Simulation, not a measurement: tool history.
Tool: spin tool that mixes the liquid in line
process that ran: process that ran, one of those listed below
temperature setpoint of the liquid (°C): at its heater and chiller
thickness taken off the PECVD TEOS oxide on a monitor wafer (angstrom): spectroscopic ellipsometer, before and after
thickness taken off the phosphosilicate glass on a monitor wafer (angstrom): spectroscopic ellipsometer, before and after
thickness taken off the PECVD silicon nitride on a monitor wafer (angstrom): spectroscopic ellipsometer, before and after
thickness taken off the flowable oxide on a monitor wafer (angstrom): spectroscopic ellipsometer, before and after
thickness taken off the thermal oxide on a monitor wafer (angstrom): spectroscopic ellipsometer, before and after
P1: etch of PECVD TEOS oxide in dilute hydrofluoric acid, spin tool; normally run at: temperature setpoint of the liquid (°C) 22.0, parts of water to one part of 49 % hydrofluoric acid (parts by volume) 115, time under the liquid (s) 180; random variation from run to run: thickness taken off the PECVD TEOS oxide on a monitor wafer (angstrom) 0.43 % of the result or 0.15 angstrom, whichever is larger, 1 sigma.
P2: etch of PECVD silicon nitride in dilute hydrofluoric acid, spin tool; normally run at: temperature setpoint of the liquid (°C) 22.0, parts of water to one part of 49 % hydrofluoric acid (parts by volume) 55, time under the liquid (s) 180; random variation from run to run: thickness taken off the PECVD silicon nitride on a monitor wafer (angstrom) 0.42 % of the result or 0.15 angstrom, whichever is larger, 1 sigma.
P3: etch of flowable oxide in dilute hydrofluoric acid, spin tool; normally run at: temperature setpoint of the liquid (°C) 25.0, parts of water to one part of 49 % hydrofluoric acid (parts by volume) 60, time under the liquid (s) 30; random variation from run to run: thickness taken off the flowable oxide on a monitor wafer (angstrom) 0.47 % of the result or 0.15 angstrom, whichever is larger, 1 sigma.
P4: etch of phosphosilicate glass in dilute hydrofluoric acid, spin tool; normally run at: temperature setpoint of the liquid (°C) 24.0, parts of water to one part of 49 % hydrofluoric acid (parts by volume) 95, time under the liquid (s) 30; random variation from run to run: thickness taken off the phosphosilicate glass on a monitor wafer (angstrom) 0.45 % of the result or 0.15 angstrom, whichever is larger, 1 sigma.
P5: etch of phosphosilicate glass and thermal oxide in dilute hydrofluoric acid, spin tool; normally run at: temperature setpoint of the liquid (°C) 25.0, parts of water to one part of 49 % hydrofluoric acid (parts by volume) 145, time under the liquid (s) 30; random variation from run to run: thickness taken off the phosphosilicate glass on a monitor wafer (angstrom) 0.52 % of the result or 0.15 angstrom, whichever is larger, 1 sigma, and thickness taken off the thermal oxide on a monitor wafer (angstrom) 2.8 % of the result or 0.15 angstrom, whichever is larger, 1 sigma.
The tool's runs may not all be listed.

run,hour,process that ran,temperature setpoint of the liquid (°C),parts of water to one part of 49 % hydrofluoric acid (parts by volume),time under the liquid (s),thickness taken off the PECVD TEOS oxide on a monitor wafer (angstrom),thickness taken off the phosphosilicate glass on a monitor wafer (angstrom),thickness taken off the PECVD silicon nitride on a monitor wafer (angstrom),thickness taken off the flowable oxide on a monitor wafer (angstrom),thickness taken off the thermal oxide on a monitor wafer (angstrom)
1,19.4,P1,22.0,115,180,310.170,,,,
2,33.5,P4,24.0,160,30,,279.460,,,
3,50.1,P2,22.0,55,275,,,118.520,,
4,62.5,P4,24.0,95,30,,507.850,,,
5,80.8,P1,22.0,115,180,310.270,,,,
6,90.7,P2,22.0,55,180,,,77.624,,
7,104.1,P2,22.0,20,180,,,205.870,,
8,121.1,P3,20.5,60,30,,,,117.680,
9,134.0,P3,25.0,60,55,,,,259.250,
10,148.1,P1,22.0,115,80,137.800,,,,
11,160.8,P1,22.0,195,180,167.580,,,,
12,174.5,P1,22.0,60,345,1203.000,,,,
13,183.3,P4,24.0,95,30,,505.620,,,
14,196.7,P4,24.0,95,50,,850.440,,,
15,215.1,P4,28.5,95,30,,600.830,,,
16,224.9,P1,22.0,115,180,309.490,,,,
17,243.3,P5,25.0,145,30,,148.890,,,9.2204
18,262.6,P5,25.0,145,15,,74.704,,,4.6406
19,278.8,P3,25.0,60,30,,,,141.910,
20,296.0,P1,27.5,115,180,383.220,,,,
21,306.6,P1,22.0,155,15,18.312,,,,
22,315.7,P3,25.0,60,30,,,,141.580,
23,328.5,P1,17.0,115,180,252.650,,,,
24,338.6,P2,17.0,55,180,,,54.989,,
25,349.0,P1,22.0,115,180,311.820,,,,
26,367.0,P2,22.0,55,180,,,76.943,,
27,378.8,P1,22.0,115,180,308.890,,,,
28,396.3,P1,22.0,115,180,310.070,,,,
29,404.7,P3,25.0,110,30,,,,72.372,
30,421.8,P5,31.0,145,30,,186.400,,,11.4260
31,439.1,P1,22.0,30,180,1320.000,,,,

Run 32 comes next. What will it give?
32,458.5,P1,22.0,115,270,?,,,,

Run 32 gave thickness taken off the PECVD TEOS oxide on a monitor wafer (angstrom) 462.550.

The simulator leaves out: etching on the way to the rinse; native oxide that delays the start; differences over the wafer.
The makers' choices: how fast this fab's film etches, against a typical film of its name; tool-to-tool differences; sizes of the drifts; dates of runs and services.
